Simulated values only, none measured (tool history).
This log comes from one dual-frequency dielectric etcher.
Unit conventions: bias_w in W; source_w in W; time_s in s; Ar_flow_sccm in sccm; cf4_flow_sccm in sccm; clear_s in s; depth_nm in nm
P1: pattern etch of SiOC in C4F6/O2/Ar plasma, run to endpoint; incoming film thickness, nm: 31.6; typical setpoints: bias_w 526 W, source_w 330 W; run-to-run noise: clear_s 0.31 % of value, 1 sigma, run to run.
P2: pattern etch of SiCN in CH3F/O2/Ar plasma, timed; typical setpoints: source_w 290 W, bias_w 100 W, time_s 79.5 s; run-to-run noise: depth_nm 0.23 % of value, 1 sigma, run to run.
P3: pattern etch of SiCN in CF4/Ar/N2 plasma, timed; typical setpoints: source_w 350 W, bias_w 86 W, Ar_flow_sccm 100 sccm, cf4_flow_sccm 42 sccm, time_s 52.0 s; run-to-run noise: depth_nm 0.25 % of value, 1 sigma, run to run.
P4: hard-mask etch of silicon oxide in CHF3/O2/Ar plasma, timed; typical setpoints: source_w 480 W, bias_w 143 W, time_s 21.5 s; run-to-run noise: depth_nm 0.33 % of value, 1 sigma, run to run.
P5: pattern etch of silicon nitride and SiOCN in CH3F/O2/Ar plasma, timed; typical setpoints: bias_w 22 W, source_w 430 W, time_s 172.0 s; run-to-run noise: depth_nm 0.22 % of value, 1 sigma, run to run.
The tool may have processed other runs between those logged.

run   hour  process  bias_w  source_w  time_s  Ar_flow_sccm  cf4_flow_sccm  hours since the last wet clean  hours since the last bias power generator calibration  hours since the last source power generator calibration  clear_s  depth_nm
  1    8.7       P1     526       330                                                                291.7                                                  669.8                                                   1496.6  11.1160
  2   14.3       P2     100       290    79.5                                                        297.3                                                  675.4                                                   1502.2             30.292
  3   22.3       P1     526       440                                                                305.3                                                  683.4                                                   1510.2   9.9618
  4   26.9       P1     526       330                                                                309.9                                                  688.0                                                   1514.8  11.1590
  5   35.5       P2     100       290    79.5                                                        318.5                                                  696.6                                                   1523.4             30.296
  6   44.5       P1     400       410                                                                327.5                                                  705.6                                                   1532.4  11.3980
  7   51.1       P1     526       330                                                                334.1                                                  712.2                                                   1539.0  11.1360
  8   57.6       P3      86       350    52.0           100             42                           340.6                                                  718.7                                                   1545.5             36.270
  9   66.4       P4     143       480    27.0                                                        349.4                                                  727.5                                                   1554.3             44.993
 10   73.5       P3      86       350    32.0           100             42                           356.5                                                  734.6                                                   1561.4             22.410
 11   78.4       P2     100       290    43.5                                                        361.4                                                  739.5                                                   1566.3             16.541
 12   84.8       P3      86       350    52.0            71             42                           367.8                                                  745.9                                                   1572.7             38.324
 13   91.4       P1     526       220                                                                374.4                                                  752.5                                                   1579.3  12.9600
 14   96.9       P5      29       430   172.0                                                        379.9                                                  758.0                                                   1584.8             26.485
 15  103.0       P1     526       330                                                                386.0                                                  764.1                                                   1590.9  11.1990
 16  110.4       P4     143       480    21.5                                                        393.4                                                  771.5                                                   1598.3             35.858
 17  114.7       P3     104       350    52.0           100             42                           397.7                                                  775.8                                                   1602.6             39.142
 18  119.9       P5      22       430   172.0                                                        402.9                                                  781.0                                                   1607.8             23.377
 19  127.4       P5      22       430   242.0                                                        410.4                                                  788.5                                                   1615.3             32.752
 20  136.0       P2     124       290    79.5                                                        419.0                                                  797.1                                                   1623.9             33.008
 21  145.4       P4     143       330    21.5                                                        428.4                                                  806.5                                                   1633.3             31.277
 22  154.4       P2     100       170    79.5                                                        437.4                                                  815.5                                                   1642.3             24.967
 23  160.5       P1     526       330                                                                443.5                                                  821.6                                                   1648.4  11.1680
 24  166.1       P3      86       350    52.0           100             42                           449.1                                                  827.2                                                   1654.0             36.531
 25  170.9       P1     403       330                                                                453.9                                                  832.0                                                   1658.8  12.3230
 26  179.4       P4     201       480    21.5                                                        462.4                                                  840.5                                                   1667.3             40.364
 27  188.2       P3      86       350    52.0           100             30                           471.2                                                  849.3                                                   1676.1             34.546
 28  196.7       P3      86       440    52.0           100             42                           479.7                                                  857.8                                                   1684.6             44.178
 29  201.8       P5      22       430   172.0                                                        484.8                                                  862.9                                                   1689.7             23.312
 30  207.9       P1     526       330                                                                490.9                                                  869.0                                                   1695.8  11.1160
 31  215.9       P5      22       600   172.0                                                        498.9                                                  877.0                                                   1703.8             26.295
 32  224.1       P1     737       330                                                                507.1                                                  885.2                                                   1712.0   9.7921
 33  232.8       P1     526       330                                                                515.8                                                  893.9                                                   1720.7  11.1740
 34  238.1       P1     526       330                                                                521.1                                                  899.2                                                   1726.0  11.0820
 35  246.1       P1     526       330                                                                529.1                                                  907.2                                                   1734.0  11.0010
 36  255.0       P1     526       330                                                                538.0                                                  916.1                                                   1742.9  11.0340
 37  261.2       P1     526       330                                                                544.2                                                  922.3                                                   1749.1  10.9880
     261.4  -- wet clean of the chamber
 38  269.5       P1     526       330                                                                  8.1                                                  930.6                                                   1757.4  10.9910
 39  277.0       P1     526       330                                                                 15.6                                                  938.1                                                   1764.9  10.9820
 40  284.0       P1     526       330                                                                 22.6                                                  945.1                                                   1771.9  10.9400
 41  291.8       P1     526       330                                                                 30.4                                                  952.9                                                   1779.7  10.9640

P1 has crept away from where it was. The log is fitted equally well by each of these 2 causes, at the sizes shown:
A: source power that arrives over what is set, % = 4.31
B: bias power that arrives over what is set, % = 4.16
The gradual shift began around hour 232.8.
Why every other cause is out:
chamber walls in a state that raises the etch rate, %: serviced at hour 261.4, after the change had begun; the process did not return to its earlier output

Consider the 4 single-wafer check runs listed below, results given as question marks: which one distinguishes between the causes by giving clearly different results for each?
check 1  299.6       P3      86       350    52.0           100             42                                                                                                                                                                  ?
check 2  299.6       P2     100       290    79.5                                                                                                                                                                                               ?
check 3  299.6       P5      22       430   172.0                                                                                                                                                                                               ?
check 4  299.6       P4     143       480    21.5                                                                                                                                                                                               ?

If the cause were each of the candidates in turn, the checks would give the following:
  check    result    if A    if B
check 1  depth_nm  37.710  36.950
check 2  depth_nm  30.741  30.749
check 3  depth_nm  23.700  23.782
check 4  depth_nm  36.654  36.546
Smallest distance between any two causes, each pair judged by its most separating result, in per cent: check 1 2.04 %; check 2 0.03 %; check 3 0.34 %; check 4 0.3 %
Only in check 1 would the causes give clearly different results; in the remaining checks their results would be nearly the same.

After running check 1, the following was obtained: depth_nm 36.946 nm. Which cause does this point to?

It is B: bias power that arrives over what is set, %.
